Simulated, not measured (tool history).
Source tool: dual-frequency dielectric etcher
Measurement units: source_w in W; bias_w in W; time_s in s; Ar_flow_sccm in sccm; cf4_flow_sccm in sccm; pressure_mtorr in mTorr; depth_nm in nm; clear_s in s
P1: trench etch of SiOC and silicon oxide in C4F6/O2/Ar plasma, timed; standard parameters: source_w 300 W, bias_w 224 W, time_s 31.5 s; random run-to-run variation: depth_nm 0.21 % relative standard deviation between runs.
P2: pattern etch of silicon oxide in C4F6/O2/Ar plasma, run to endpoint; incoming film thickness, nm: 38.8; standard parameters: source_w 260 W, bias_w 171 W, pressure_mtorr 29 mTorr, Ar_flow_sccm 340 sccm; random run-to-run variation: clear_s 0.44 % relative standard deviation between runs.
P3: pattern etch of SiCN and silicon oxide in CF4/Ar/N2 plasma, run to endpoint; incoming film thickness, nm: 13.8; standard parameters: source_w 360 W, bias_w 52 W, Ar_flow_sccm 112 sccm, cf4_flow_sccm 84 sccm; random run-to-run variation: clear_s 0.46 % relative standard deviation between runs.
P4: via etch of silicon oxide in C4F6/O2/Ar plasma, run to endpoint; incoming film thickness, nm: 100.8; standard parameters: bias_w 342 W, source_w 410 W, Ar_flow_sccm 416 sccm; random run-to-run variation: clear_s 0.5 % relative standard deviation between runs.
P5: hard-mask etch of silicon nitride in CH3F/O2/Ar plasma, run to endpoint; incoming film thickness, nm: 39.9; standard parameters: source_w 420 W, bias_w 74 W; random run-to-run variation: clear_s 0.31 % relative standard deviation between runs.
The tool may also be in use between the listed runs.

run   hour  process  source_w  bias_w  time_s  Ar_flow_sccm  cf4_flow_sccm  pressure_mtorr  depth_nm  clear_s
  1    9.7       P1       300     224    31.5                                                 59.967
  2   19.6       P5       420      74                                                                  55.491
  3   33.3       P4       410     478                   416                                            23.410
  4   46.0       P1       240     224    31.5                                                 55.185
  5   53.5       P3       440      52                   112             84                             18.159
  6   62.6       P1       300     297    31.5                                                 66.252
  7   74.5       P1       400     224    31.5                                                 67.120
  8   82.9       P1       300     154    31.5                                                 52.927
  9   90.6       P4       410     342                   416                                            26.385
 10   98.5       P1       210     188    31.5                                                 49.446
 11  113.0       P3       360      67                   112             84                             20.209
 12  120.7       P2       260     171                   340                             29             15.071
 13  133.9       P5       420      74                                                                  55.272
 14  141.3       P2       260     101                   340                             29             17.670
 15  155.7       P1       300     224    31.5                                                 60.258
 16  171.6       P3       360      52                   112            101                             21.266
 17  188.0       P2       210     171                   340                             29             16.514
     197.2  -- bias power generator calibrated
 18  202.4       P3       360      52                   112             84                             21.885
 19  215.1       P4       280     342                   416                                            30.293
 20  230.1       P5       420     100                                                                  49.568
 21  238.9       P1       300     224    17.5                                                 33.287
 22  252.4       P2       260     171                   340                             29             15.190
 23  260.1       P1       390     170    31.5                                                 60.590

What will run 24 give?
 24  269.5       P4       410     342                   328                                                 ?

{"run 24": {"clear_s": 25.792}}
